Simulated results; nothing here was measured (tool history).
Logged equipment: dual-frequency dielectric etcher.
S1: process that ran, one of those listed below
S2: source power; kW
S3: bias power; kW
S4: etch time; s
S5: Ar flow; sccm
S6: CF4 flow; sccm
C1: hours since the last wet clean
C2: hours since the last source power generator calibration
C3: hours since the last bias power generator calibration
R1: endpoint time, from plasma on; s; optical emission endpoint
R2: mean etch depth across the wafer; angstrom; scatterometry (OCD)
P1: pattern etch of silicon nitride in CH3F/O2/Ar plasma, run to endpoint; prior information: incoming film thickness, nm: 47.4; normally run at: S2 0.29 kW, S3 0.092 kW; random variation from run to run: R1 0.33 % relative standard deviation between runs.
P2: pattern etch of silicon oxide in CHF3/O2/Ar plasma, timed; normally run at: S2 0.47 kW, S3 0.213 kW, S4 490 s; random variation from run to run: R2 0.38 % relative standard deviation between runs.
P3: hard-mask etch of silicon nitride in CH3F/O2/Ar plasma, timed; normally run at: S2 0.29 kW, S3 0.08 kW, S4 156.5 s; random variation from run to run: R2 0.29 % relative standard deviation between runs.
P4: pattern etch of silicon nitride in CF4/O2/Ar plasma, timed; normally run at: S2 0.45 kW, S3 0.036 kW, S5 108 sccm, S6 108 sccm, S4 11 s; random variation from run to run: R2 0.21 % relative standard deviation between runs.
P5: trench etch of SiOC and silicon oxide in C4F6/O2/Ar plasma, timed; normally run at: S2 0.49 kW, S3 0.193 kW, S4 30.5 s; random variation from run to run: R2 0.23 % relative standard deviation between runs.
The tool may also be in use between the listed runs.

Run 1, hour 5.6: S1 P1, S2 0.29 kW, S3 0.092 kW; C1 254.8; C2 2103.4; C3 404.2. Result: R1 73.152 s.
Run 2, hour 13.5: S1 P3, S2 0.29 kW, S3 0.08 kW, S4 156.5 s; C1 262.7; C2 2111.3; C3 412.1. Result: R2 1018.5 angstrom.
Run 3, hour 17.9: S1 P1, S2 0.29 kW, S3 0.117 kW; C1 267.1; C2 2115.7; C3 416.5. Result: R1 66.895 s.
Run 4, hour 22.8: S1 P1, S2 0.29 kW, S3 0.092 kW; C1 272; C2 2120.6; C3 421.4. Result: R1 73.543 s.
Run 5, hour 27.7: S1 P3, S2 0.29 kW, S3 0.08 kW, S4 156.5 s; C1 276.9; C2 2125.5; C3 426.3. Result: R2 1017.6 angstrom.
Run 6, hour 33.9: S1 P4, S2 0.59 kW, S3 0.036 kW, S4 11 s, S5 108 sccm, S6 108 sccm; C1 283.1; C2 2131.7; C3 432.5. Result: R2 222.94 angstrom.
Run 7, hour 37.8: S1 P4, S2 0.45 kW, S3 0.036 kW, S4 11 s, S5 108 sccm, S6 108 sccm; C1 287; C2 2135.6; C3 436.4. Result: R2 175.95 angstrom.
Run 8, hour 45.1: S1 P2, S2 0.47 kW, S3 0.213 kW, S4 490 s; C1 294.3; C2 2142.9; C3 443.7. Result: R2 9338.6 angstrom.
Run 9, hour 49.3: S1 P1, S2 0.21 kW, S3 0.114 kW; C1 298.5; C2 2147.1; C3 447.9. Result: R1 76.28 s.
Run 10, hour 54.2: S1 P5, S2 0.61 kW, S3 0.193 kW, S4 30.5 s; C1 303.4; C2 2152; C3 452.8. Result: R2 738 angstrom.
Run 11, hour 59.8: S1 P5, S2 0.49 kW, S3 0.193 kW, S4 30.5 s; C1 309; C2 2157.6; C3 458.4. Result: R2 679.11 angstrom.
Run 12, hour 64.3: S1 P1, S2 0.21 kW, S3 0.11 kW; C1 313.5; C2 2162.1; C3 462.9. Result: R1 77.392 s.
Run 13, hour 71.7: S1 P1, S2 0.29 kW, S3 0.067 kW; C1 320.9; C2 2169.5; C3 470.3. Result: R1 82.509 s.
Run 14, hour 78.1: S1 P3, S2 0.29 kW, S3 0.052 kW, S4 156.5 s; C1 327.3; C2 2175.9; C3 476.7. Result: R2 878.75 angstrom.
Run 15, hour 82.7: S1 P3, S2 0.4 kW, S3 0.08 kW, S4 156.5 s; C1 331.9; C2 2180.5; C3 481.3. Result: R2 1150.2 angstrom.
Run 16, hour 88.7: S1 P4, S2 0.45 kW, S3 0.036 kW, S4 13.5 s, S5 108 sccm, S6 108 sccm; C1 337.9; C2 2186.5; C3 487.3. Result: R2 215.52 angstrom.
Run 17, hour 96: S1 P1, S2 0.29 kW, S3 0.092 kW; C1 345.2; C2 2193.8; C3 494.6. Result: R1 73.793 s.
Run 18, hour 102.6: S1 P1, S2 0.36 kW, S3 0.092 kW; C1 351.8; C2 2200.4; C3 501.2. Result: R1 67.406 s.
At hour 104.2: wet clean of the chamber.
Run 19, hour 108.8: S1 P5, S2 0.49 kW, S3 0.193 kW, S4 20 s; C1 4.7; C2 2206.6; C3 507.4. Result: R2 447.05 angstrom.
Run 20, hour 115.6: S1 P5, S2 0.49 kW, S3 0.146 kW, S4 30.5 s; C1 11.5; C2 2213.4; C3 514.2. Result: R2 625.05 angstrom.
Run 21, hour 122.5: S1 P2, S2 0.47 kW, S3 0.213 kW, S4 665.5 s; C1 18.4; C2 2220.3; C3 521.1. Result: R2 12695 angstrom.
Run 22, hour 127.9: S1 P2, S2 0.47 kW, S3 0.277 kW, S4 490 s; C1 23.8; C2 2225.7; C3 526.5. Result: R2 10173 angstrom.
Run 23, hour 135.1: S1 P4, S2 0.45 kW, S3 0.036 kW, S4 11 s, S5 108 sccm, S6 145 sccm; C1 31; C2 2232.9; C3 533.7. Result: R2 183.71 angstrom.
Run 24, hour 141.4: S1 P2, S2 0.31 kW, S3 0.213 kW, S4 490 s; C1 37.3; C2 2239.2; C3 540. Result: R2 7943.4 angstrom.
Run 25, hour 147: S1 P2, S2 0.47 kW, S3 0.213 kW, S4 490 s; C1 42.9; C2 2244.8; C3 545.6. Result: R2 9328.7 angstrom.
Run 26, hour 154.2: S1 P4, S2 0.45 kW, S3 0.05 kW, S4 11 s, S5 108 sccm, S6 108 sccm; C1 50.1; C2 2252; C3 552.8. Result: R2 198.87 angstrom.
Run 27, hour 157.8: S1 P1, S2 0.2 kW, S3 0.092 kW; C1 53.7; C2 2255.6; C3 556.4. Result: R1 84.562 s.
Run 28, hour 164.3: S1 P4, S2 0.45 kW, S3 0.036 kW, S4 11 s, S5 108 sccm, S6 108 sccm; C1 60.2; C2 2262.1; C3 562.9. Result: R2 176.21 angstrom.
Run 29, hour 171.4: S1 P4, S2 0.45 kW, S3 0.036 kW, S4 11 s, S5 67 sccm, S6 108 sccm; C1 67.3; C2 2269.2; C3 570. Result: R2 187.25 angstrom.
Run 30, hour 176.6: S1 P3, S2 0.29 kW, S3 0.08 kW, S4 100.5 s; C1 72.5; C2 2274.4; C3 575.2. Result: R2 654.02 angstrom.
Run 31, hour 181.3: S1 P1, S2 0.29 kW, S3 0.092 kW; C1 77.2; C2 2279.1; C3 579.9. Result: R1 73.325 s.
Run 32, hour 185: S1 P1, S2 0.29 kW, S3 0.092 kW; C1 80.9; C2 2282.8; C3 583.6. Result: R1 73.249 s.
Run 33, hour 190.8: S1 P1, S2 0.29 kW, S3 0.092 kW; C1 86.7; C2 2288.6; C3 589.4. Result: R1 73.622 s.
Run 34, hour 194.9: S1 P1, S2 0.29 kW, S3 0.092 kW; C1 90.8; C2 2292.7; C3 593.5. Result: R1 74.153 s.
Run 35, hour 202.6: S1 P1, S2 0.29 kW, S3 0.092 kW; C1 98.5; C2 2300.4; C3 601.2. Result: R1 74.221 s.
At hour 205: wet clean of the chamber.
Run 36, hour 206.5: S1 P1, S2 0.29 kW, S3 0.092 kW; C1 1.6; C2 2304.3; C3 605.1. Result: R1 74.475 s.
Run 37, hour 212.9: S1 P1, S2 0.29 kW, S3 0.092 kW; C1 8; C2 2310.7; C3 611.5. Result: R1 74.566 s.
Run 38, hour 219.4: S1 P1, S2 0.29 kW, S3 0.092 kW; C1 14.5; C2 2317.2; C3 618. Result: R1 74.483 s.
Run 39, hour 225: S1 P1, S2 0.29 kW, S3 0.092 kW; C1 20.1; C2 2322.8; C3 623.6. Result: R1 75.101 s.
Run 40, hour 231.6: S1 P1, S2 0.29 kW, S3 0.092 kW; C1 26.7; C2 2329.4; C3 630.2. Result: R1 74.717 s.

P1 has crept away from where it was. The log is fitted equally well by each of these 2 causes, at the sizes shown:
A: bias power that arrives under what is set, % = 4.35
B: source power that arrives under what is set, % = 4.3
The process output started creeping at around hour 185.
Ruled out, with reasons:
chamber walls in a state that lowers the etch rate, %: maintenance at hour 205, after the shift began, did not return the process to its former output

The check runs listed below each take one wafer, and their results are still question marks. Under which run would the listed causes lead to clearly different results?
Run check 1, hour 238.2: S1 P4, S2 0.45 kW, S3 0.036 kW, S4 11 s, S5 108 sccm, S6 108 sccm. Result: R2 ?.
Run check 2, hour 238.2: S1 P3, S2 0.29 kW, S3 0.08 kW, S4 156.5 s. Result: R2 ?.
Run check 3, hour 238.2: S1 P2, S2 0.47 kW, S3 0.213 kW, S4 490 s. Result: R2 ?.
Run check 4, hour 238.2: S1 P5, S2 0.49 kW, S3 0.193 kW, S4 30.5 s. Result: R2 ?.

Outcome of each check run for each possible cause:
  check  result    if A    if B
check 1      R2  173.43  169.46
check 2      R2  1002.7  1002.2
check 3      R2  9178.2  9169.7
check 4      R2  670.13  668.06
Per-check spread between the two closest causes, in the result where they differ most: check 1 2.31 %; check 2 0.05 %; check 3 0.09 %; check 4 0.31 %
Check 1 tells the causes apart: in the others they would give nearly the same result.

Here is what check 1 returned: R2 169.43 angstrom. Which cause is it?

B is the cause: source power that arrives under what is set, %.

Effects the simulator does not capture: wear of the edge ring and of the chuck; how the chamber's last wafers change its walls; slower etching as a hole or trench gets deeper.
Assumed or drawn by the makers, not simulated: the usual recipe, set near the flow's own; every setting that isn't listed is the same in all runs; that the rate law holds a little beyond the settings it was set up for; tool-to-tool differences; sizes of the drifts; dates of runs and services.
